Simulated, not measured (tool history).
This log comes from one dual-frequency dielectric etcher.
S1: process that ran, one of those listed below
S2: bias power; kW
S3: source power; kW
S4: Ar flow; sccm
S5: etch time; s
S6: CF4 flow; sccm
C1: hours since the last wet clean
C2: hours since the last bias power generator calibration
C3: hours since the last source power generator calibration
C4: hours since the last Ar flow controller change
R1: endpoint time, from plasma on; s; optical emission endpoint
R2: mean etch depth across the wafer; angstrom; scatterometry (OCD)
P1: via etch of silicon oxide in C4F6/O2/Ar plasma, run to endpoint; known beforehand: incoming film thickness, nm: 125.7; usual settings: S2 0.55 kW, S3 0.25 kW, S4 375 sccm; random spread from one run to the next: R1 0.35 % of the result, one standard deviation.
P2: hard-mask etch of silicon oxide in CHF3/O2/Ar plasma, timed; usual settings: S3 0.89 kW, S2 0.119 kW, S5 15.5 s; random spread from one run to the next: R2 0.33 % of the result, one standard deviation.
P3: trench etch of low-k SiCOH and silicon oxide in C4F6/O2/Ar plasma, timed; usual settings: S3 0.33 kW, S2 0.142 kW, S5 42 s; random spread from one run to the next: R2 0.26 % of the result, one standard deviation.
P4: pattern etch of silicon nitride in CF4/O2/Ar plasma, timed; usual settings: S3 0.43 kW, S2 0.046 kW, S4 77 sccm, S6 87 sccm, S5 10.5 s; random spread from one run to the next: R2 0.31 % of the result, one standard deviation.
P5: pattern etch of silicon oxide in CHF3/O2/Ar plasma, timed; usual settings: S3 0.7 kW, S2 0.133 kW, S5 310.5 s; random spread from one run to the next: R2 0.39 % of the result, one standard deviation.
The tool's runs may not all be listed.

Run 1, hour 10.2: S1 P1, S2 0.55 kW, S3 0.25 kW, S4 375 sccm; C1 89.8; C2 1223.3; C3 2461.4; C4 992.6. Result: R1 32.908 s.
Run 2, hour 17.8: S1 P2, S2 0.119 kW, S3 0.89 kW, S5 21 s; C1 97.4; C2 1230.9; C3 2469; C4 1000.2. Result: R2 424.19 angstrom.
Run 3, hour 27.9: S1 P4, S2 0.046 kW, S3 0.43 kW, S4 77 sccm, S5 8.5 s, S6 87 sccm; C1 107.5; C2 1241; C3 2479.1; C4 1010.3. Result: R2 135.65 angstrom.
Run 4, hour 39: S1 P5, S2 0.178 kW, S3 0.7 kW, S5 310.5 s; C1 118.6; C2 1252.1; C3 2490.2; C4 1021.4. Result: R2 6420.6 angstrom.
Run 5, hour 50.2: S1 P3, S2 0.102 kW, S3 0.33 kW, S5 42 s; C1 129.8; C2 1263.3; C3 2501.4; C4 1032.6. Result: R2 1036.6 angstrom.
At hour 57.9: wet clean of the chamber.
Run 6, hour 59.2: S1 P1, S2 0.55 kW, S3 0.31 kW, S4 375 sccm; C1 1.4; C2 1272.3; C3 2510.4; C4 1041.6. Result: R1 30.19 s.
Run 7, hour 70.9: S1 P2, S2 0.119 kW, S3 1.14 kW, S5 15.5 s; C1 13.1; C2 1284; C3 2522.1; C4 1053.3. Result: R2 346.63 angstrom.
Run 8, hour 80.6: S1 P1, S2 0.352 kW, S3 0.25 kW, S4 375 sccm; C1 22.8; C2 1293.7; C3 2531.8; C4 1063. Result: R1 38.705 s.
Run 9, hour 92.4: S1 P3, S2 0.142 kW, S3 0.46 kW, S5 42 s; C1 34.6; C2 1305.5; C3 2543.6; C4 1074.8. Result: R2 1299.2 angstrom.
At hour 92.9: bias power generator calibrated.
Run 10, hour 100.3: S1 P4, S2 0.046 kW, S3 0.43 kW, S4 94 sccm, S5 10.5 s, S6 87 sccm; C1 42.5; C2 7.4; C3 2551.5; C4 1082.7. Result: R2 164.89 angstrom.
Run 11, hour 107.1: S1 P1, S2 0.55 kW, S3 0.25 kW, S4 375 sccm; C1 49.3; C2 14.2; C3 2558.3; C4 1089.5. Result: R1 32.717 s.
Run 12, hour 113.7: S1 P1, S2 0.55 kW, S3 0.15 kW, S4 375 sccm; C1 55.9; C2 20.8; C3 2564.9; C4 1096.1. Result: R1 39.408 s.
Run 13, hour 120.6: S1 P4, S2 0.046 kW, S3 0.43 kW, S4 77 sccm, S5 10.5 s, S6 87 sccm; C1 62.8; C2 27.7; C3 2571.8; C4 1103. Result: R2 167.62 angstrom.
Run 14, hour 127.6: S1 P1, S2 0.682 kW, S3 0.25 kW, S4 375 sccm; C1 69.8; C2 34.7; C3 2578.8; C4 1110. Result: R1 30.113 s.
Run 15, hour 135.9: S1 P1, S2 0.55 kW, S3 0.25 kW, S4 467 sccm; C1 78.1; C2 43; C3 2587.1; C4 1118.3. Result: R1 33.64 s.
At hour 140.1: Ar flow controller replaced.
Run 16, hour 143.9: S1 P5, S2 0.133 kW, S3 0.7 kW, S5 310.5 s; C1 86.1; C2 51; C3 2595.1; C4 3.8. Result: R2 5860.8 angstrom.
Run 17, hour 155.1: S1 P4, S2 0.033 kW, S3 0.43 kW, S4 77 sccm, S5 10.5 s, S6 87 sccm; C1 97.3; C2 62.2; C3 2606.3; C4 15. Result: R2 149.91 angstrom.
Run 18, hour 165.4: S1 P5, S2 0.133 kW, S3 0.7 kW, S5 236.5 s; C1 107.6; C2 72.5; C3 2616.6; C4 25.3. Result: R2 4462.9 angstrom.
Run 19, hour 174.2: S1 P1, S2 0.55 kW, S3 0.25 kW, S4 375 sccm; C1 116.4; C2 81.3; C3 2625.4; C4 34.1. Result: R1 32.941 s.
Run 20, hour 180.8: S1 P4, S2 0.046 kW, S3 0.43 kW, S4 77 sccm, S5 10.5 s, S6 107 sccm; C1 123; C2 87.9; C3 2632; C4 40.7. Result: R2 171.74 angstrom.
Run 21, hour 187.2: S1 P1, S2 0.715 kW, S3 0.19 kW, S4 375 sccm; C1 129.4; C2 94.3; C3 2638.4; C4 47.1. Result: R1 32.606 s.
Run 22, hour 196.9: S1 P2, S2 0.119 kW, S3 0.89 kW, S5 15.5 s; C1 139.1; C2 104; C3 2648.1; C4 56.8. Result: R2 310.65 angstrom.
Run 23, hour 208.5: S1 P1, S2 0.55 kW, S3 0.25 kW, S4 241 sccm; C1 150.7; C2 115.6; C3 2659.7; C4 68.4. Result: R1 31.108 s.
Run 24, hour 220.4: S1 P3, S2 0.142 kW, S3 0.33 kW, S5 42 s; C1 162.6; C2 127.5; C3 2671.6; C4 80.3. Result: R2 1145.5 angstrom.
Run 25, hour 231.8: S1 P2, S2 0.142 kW, S3 0.89 kW, S5 15.5 s; C1 174; C2 138.9; C3 2683; C4 91.7. Result: R2 331.23 angstrom.
Run 26, hour 239.4: S1 P4, S2 0.046 kW, S3 0.57 kW, S4 77 sccm, S5 10.5 s, S6 87 sccm; C1 181.6; C2 146.5; C3 2690.6; C4 99.3. Result: R2 215.83 angstrom.
Run 27, hour 245.4: S1 P5, S2 0.133 kW, S3 0.49 kW, S5 310.5 s; C1 187.6; C2 152.5; C3 2696.6; C4 105.3. Result: R2 5059.7 angstrom.
Run 28, hour 253.9: S1 P2, S2 0.119 kW, S3 0.89 kW, S5 15.5 s; C1 196.1; C2 161; C3 2705.1; C4 113.8. Result: R2 314.1 angstrom.
Run 29, hour 263.7: S1 P3, S2 0.142 kW, S3 0.33 kW, S5 60.5 s; C1 205.9; C2 170.8; C3 2714.9; C4 123.6. Result: R2 1646.1 angstrom.
Run 30, hour 274.9: S1 P4, S2 0.046 kW, S3 0.43 kW, S4 77 sccm, S5 10.5 s, S6 87 sccm; C1 217.1; C2 182; C3 2726.1; C4 134.8. Result: R2 167.33 angstrom.
Run 31, hour 285.7: S1 P1, S2 0.55 kW, S3 0.25 kW, S4 375 sccm; C1 227.9; C2 192.8; C3 2736.9; C4 145.6. Result: R1 32.792 s.
Run 32, hour 295.4: S1 P1, S2 0.55 kW, S3 0.25 kW, S4 375 sccm; C1 237.6; C2 202.5; C3 2746.6; C4 155.3. Result: R1 32.656 s.
Run 33, hour 306.5: S1 P1, S2 0.55 kW, S3 0.25 kW, S4 375 sccm; C1 248.7; C2 213.6; C3 2757.7; C4 166.4. Result: R1 32.807 s.
Run 34, hour 318.1: S1 P1, S2 0.55 kW, S3 0.25 kW, S4 375 sccm; C1 260.3; C2 225.2; C3 2769.3; C4 178. Result: R1 33.245 s.
Run 35, hour 327.7: S1 P1, S2 0.55 kW, S3 0.25 kW, S4 375 sccm; C1 269.9; C2 234.8; C3 2778.9; C4 187.6. Result: R1 33.144 s.
Run 36, hour 336.8: S1 P1, S2 0.55 kW, S3 0.25 kW, S4 375 sccm; C1 279; C2 243.9; C3 2788; C4 196.7. Result: R1 33.253 s.
Run 37, hour 348.6: S1 P1, S2 0.55 kW, S3 0.25 kW, S4 375 sccm; C1 290.8; C2 255.7; C3 2799.8; C4 208.5. Result: R1 33.205 s.
Run 38, hour 356.3: S1 P1, S2 0.55 kW, S3 0.25 kW, S4 375 sccm; C1 298.5; C2 263.4; C3 2807.5; C4 216.2. Result: R1 33.19 s.
At hour 358.8: wet clean of the chamber.
Run 39, hour 368.8: S1 P1, S2 0.55 kW, S3 0.25 kW, S4 375 sccm; C1 10.1; C2 275.9; C3 2820; C4 228.7. Result: R1 33.333 s.
Run 40, hour 377.2: S1 P1, S2 0.55 kW, S3 0.25 kW, S4 375 sccm; C1 18.5; C2 284.3; C3 2828.4; C4 237.1. Result: R1 33.447 s.
Run 41, hour 383.8: S1 P1, S2 0.55 kW, S3 0.25 kW, S4 375 sccm; C1 25.1; C2 290.9; C3 2835; C4 243.7. Result: R1 33.381 s.
Run 42, hour 392: S1 P1, S2 0.55 kW, S3 0.25 kW, S4 375 sccm; C1 33.3; C2 299.1; C3 2843.2; C4 251.9. Result: R1 33.363 s.
Run 43, hour 401.2: S1 P1, S2 0.55 kW, S3 0.25 kW, S4 375 sccm; C1 42.5; C2 308.3; C3 2852.4; C4 261.1. Result: R1 33.178 s.

The log shows P1 creeping away from where it was. Any of the 2 causes listed here, at the size stated for it, fits the log just as well as the others:
A: source power that arrives under what is set, % = 4.74
B: bias power that arrives under what is set, % = 4.48
Creep in the process output first set in at about hour 295.4.
Other possible causes, and why each is ruled out:
chamber walls in a state that lowers the etch rate, %: serviced at hour 358.8, after the change had begun; the process did not return to its earlier output
Ar flow that arrives over what is set, %: limited to 8, which would change R1 by +0.9 %, either short of the creep or opposite in sign

Consider the 4 single-wafer check runs listed below, results given as question marks: which one distinguishes between the causes by giving clearly different results for each?
Run check 1, hour 410.4: S1 P3, S2 0.142 kW, S3 0.33 kW, S5 42 s. Result: R2 ?.
Run check 2, hour 410.4: S1 P2, S2 0.119 kW, S3 0.89 kW, S5 15.5 s. Result: R2 ?.
Run check 3, hour 410.4: S1 P4, S2 0.046 kW, S3 0.43 kW, S4 77 sccm, S5 10.5 s, S6 87 sccm. Result: R2 ?.
Run check 4, hour 410.4: S1 P5, S2 0.133 kW, S3 0.7 kW, S5 310.5 s. Result: R2 ?.

What each check would give under each cause:
  check  result    if A    if B
check 1      R2  1120.7  1126.6
check 2      R2   306.9  308.67
check 3      R2  160.89  165.08
check 4      R2  5737.2  5764.8
Smallest distance between any two causes, each pair judged by its most separating result, in per cent: check 1 0.52 %; check 2 0.57 %; check 3 2.57 %; check 4 0.48 %
Check 3 is the one run that separates the causes; every other check would come out nearly the same whichever cause is at work.

The results of check 3 are: R2 160.88 angstrom. Based on these, which of the listed causes is it?

A is the cause: source power that arrives under what is set, %.
